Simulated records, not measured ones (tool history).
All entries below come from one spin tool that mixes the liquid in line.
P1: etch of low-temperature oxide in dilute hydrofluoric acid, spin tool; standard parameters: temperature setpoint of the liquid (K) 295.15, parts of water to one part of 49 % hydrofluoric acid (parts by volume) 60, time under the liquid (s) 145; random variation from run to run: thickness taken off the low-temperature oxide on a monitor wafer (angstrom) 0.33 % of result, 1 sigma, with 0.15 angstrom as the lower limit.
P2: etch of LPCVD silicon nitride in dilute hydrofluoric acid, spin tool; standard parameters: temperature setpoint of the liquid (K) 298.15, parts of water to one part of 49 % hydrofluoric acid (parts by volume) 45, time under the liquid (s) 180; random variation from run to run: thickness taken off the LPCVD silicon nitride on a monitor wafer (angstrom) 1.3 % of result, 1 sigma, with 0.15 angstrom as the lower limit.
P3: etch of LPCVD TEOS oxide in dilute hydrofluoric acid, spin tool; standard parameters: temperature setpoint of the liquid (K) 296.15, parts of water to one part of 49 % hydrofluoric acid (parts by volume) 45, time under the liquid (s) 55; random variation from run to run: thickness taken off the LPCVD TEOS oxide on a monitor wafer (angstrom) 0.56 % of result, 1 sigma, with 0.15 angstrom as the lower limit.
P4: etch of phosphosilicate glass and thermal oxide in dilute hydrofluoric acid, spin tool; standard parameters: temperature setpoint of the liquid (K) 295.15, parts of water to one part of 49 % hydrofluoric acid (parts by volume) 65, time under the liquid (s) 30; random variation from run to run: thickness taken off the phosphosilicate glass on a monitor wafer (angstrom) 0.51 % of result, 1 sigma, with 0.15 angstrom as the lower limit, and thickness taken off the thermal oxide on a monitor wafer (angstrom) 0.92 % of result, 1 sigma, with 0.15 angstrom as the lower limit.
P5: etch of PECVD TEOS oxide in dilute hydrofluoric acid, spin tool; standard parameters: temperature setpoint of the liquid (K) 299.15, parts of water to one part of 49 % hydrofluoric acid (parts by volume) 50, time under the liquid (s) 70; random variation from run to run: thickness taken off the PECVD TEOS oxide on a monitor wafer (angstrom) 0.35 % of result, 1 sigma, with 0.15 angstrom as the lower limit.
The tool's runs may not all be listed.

run	hour	process that ran	temperature setpoint of the liquid (K)	parts of water to one part of 49 % hydrofluoric acid (parts by volume)	time under the liquid (s)	hours since the thermometer was replaced	hours since the hydrofluoric acid flow meter was replaced	thickness taken off the low-temperature oxide on a monitor wafer (angstrom)	thickness taken off the LPCVD silicon nitride on a monitor wafer (angstrom)	thickness taken off the LPCVD TEOS oxide on a monitor wafer (angstrom)	thickness taken off the PECVD TEOS oxide on a monitor wafer (angstrom)	thickness taken off the phosphosilicate glass on a monitor wafer (angstrom)	thickness taken off the thermal oxide on a monitor wafer (angstrom)
1	11.8	P1	295.15	60	145	664.3	616.9	416.12					
2	26.8	P2	298.15	45	85	679.3	631.9		9.4565				
3	42.7	P1	295.15	60	145	695.2	647.8	418.41					
4	56.5	P3	296.15	45	85	709.0	661.6			534.79			
5	71.3	P5	299.15	50	70	723.8	676.4				412.43		
6	87.9	P5	299.15	50	70	740.4	693.0				411.64		
7	100.6	P1	295.15	60	275	753.1	705.7	786.82					
8	117.9	P2	293.15	45	180	770.4	723.0		14.7330				
9	136.7	P1	300.15	60	145	789.2	741.8	509.00					
10	152.4	P4	295.15	65	45	804.9	757.5					885.13	33.117
11	164.0	P1	291.65	60	210	816.5	769.1	520.68					
12	181.7	P5	293.15	50	70	834.2	786.8				319.53		
13	195.8	P3	296.15	25	55	848.3	800.9			633.60			
14	204.2	P5	299.15	25	70	856.7	809.3				848.09		
15	221.0	P3	296.15	45	55	873.5	826.1			348.21			
16	238.8	P5	299.15	50	25	891.3	843.9				145.27		
17	249.8	P1	300.65	90	145	902.3	854.9	333.61					
18	266.1	P1	295.15	60	55	918.6	871.2	157.72					
19	282.4	P2	298.15	45	180	934.9	887.5		21.0790				
20	297.3	P1	295.15	60	145	949.8	902.4	415.53					
21	313.5	P1	295.15	60	145	966.0	918.6	418.92					
22	330.7	P4	290.15	65	30	983.2	935.8					479.28	17.637
23	344.7	P1	290.15	60	145	997.2	949.8	336.66					
24	356.7	P3	290.15	45	55	1009.2	961.8			269.02			
25	365.2	P2	298.15	20	180	1017.7	970.3		45.5670				
26	383.7	P1	295.15	60	145	1036.2	988.8	415.68					
27	398.3	P4	295.15	110	30	1050.8	1003.4					327.12	12.358
28	408.8	P3	296.15	45	55	1061.3	1013.9			347.99			
29	418.1	P1	295.15	90	145	1070.6	1023.2	266.34					
30	432.0	P4	295.15	65	30	1084.5	1037.1					587.70	21.716
31	442.8	P1	295.15	60	145	1095.3	1047.9	418.11					
32	460.3	P1	295.15	40	145	1112.8	1065.4	638.02					
33	469.3	P1	295.15	60	145	1121.8	1074.4	417.76					
34	481.4	P1	295.15	60	145	1133.9	1086.5	415.52					
35	498.3	P1	295.15	60	145	1150.8	1103.4	426.80					
36	515.6	P1	295.15	60	145	1168.1	1120.7	435.73					
37	525.6	P1	295.15	60	145	1178.1	1130.7	438.94					
38	540.1	P1	295.15	60	145	1192.6	1145.2	441.27					
39	548.9	P1	295.15	60	145	1201.4	1154.0	442.23					
40	567.2	P1	295.15	60	145	1219.7	1172.3	444.76					
41	586.2	P1	295.15	60	145	1238.7	1191.3	450.49					
42	603.0	P1	295.15	60	145	1255.5	1208.1	448.12					
43	621.5	P1	295.15	60	145	1274.0	1226.6	449.52					
44	634.7	P1	295.15	60	145	1287.2	1239.8	448.61					
45	653.2	P1	295.15	60	145	1305.7	1258.3	451.22					

The log shows P1 creeping away from where it was. Any of the 2 causes listed here, at the size stated for it, fits the log just as well as the others:
A: hydrofluoric acid flow above the setpoint (%) = 7.32
B: liquid hotter than its thermometer reads (K) = 1.84
Creep in the process output first set in at about hour 481.4.

Which of the 4 check runs listed below, each an average over 5 wafers with its results shown as question marks, gives clearly different results under the different listed causes?
check 1	671.7	P2	298.15	45	180				?				
check 2	671.7	P5	299.15	50	70						?		
check 3	671.7	P4	295.15	65	30							?	?
check 4	671.7	P3	296.15	45	55					?			

Outcome of each check run for each possible cause:
check	result	if A	if B
check 1	thickness taken off the LPCVD silicon nitride on a monitor wafer (angstrom)	22.1300	23.3480
check 2	thickness taken off the PECVD TEOS oxide on a monitor wafer (angstrom)	442.67	442.05
check 3	thickness taken off the phosphosilicate glass on a monitor wafer (angstrom)	634.22	633.85
check 3	thickness taken off the thermal oxide on a monitor wafer (angstrom)	23.665	23.651
check 4	thickness taken off the LPCVD TEOS oxide on a monitor wafer (angstrom)	374.81	375.34
Separation of the two closest causes in each check, using whichever result separates them best: check 1 5.36 %; check 2 0.14 %; check 3 0.06 %; check 4 0.14 %
The other checks would show nearly matching results whichever cause is true, so check 1 is the only one that separates the causes.

Check 1 has now been run. It gave: thickness taken off the LPCVD silicon nitride on a monitor wafer (angstrom) 22.0080. Which of the candidate causes is it?

The cause is A: hydrofluoric acid flow above the setpoint (%).
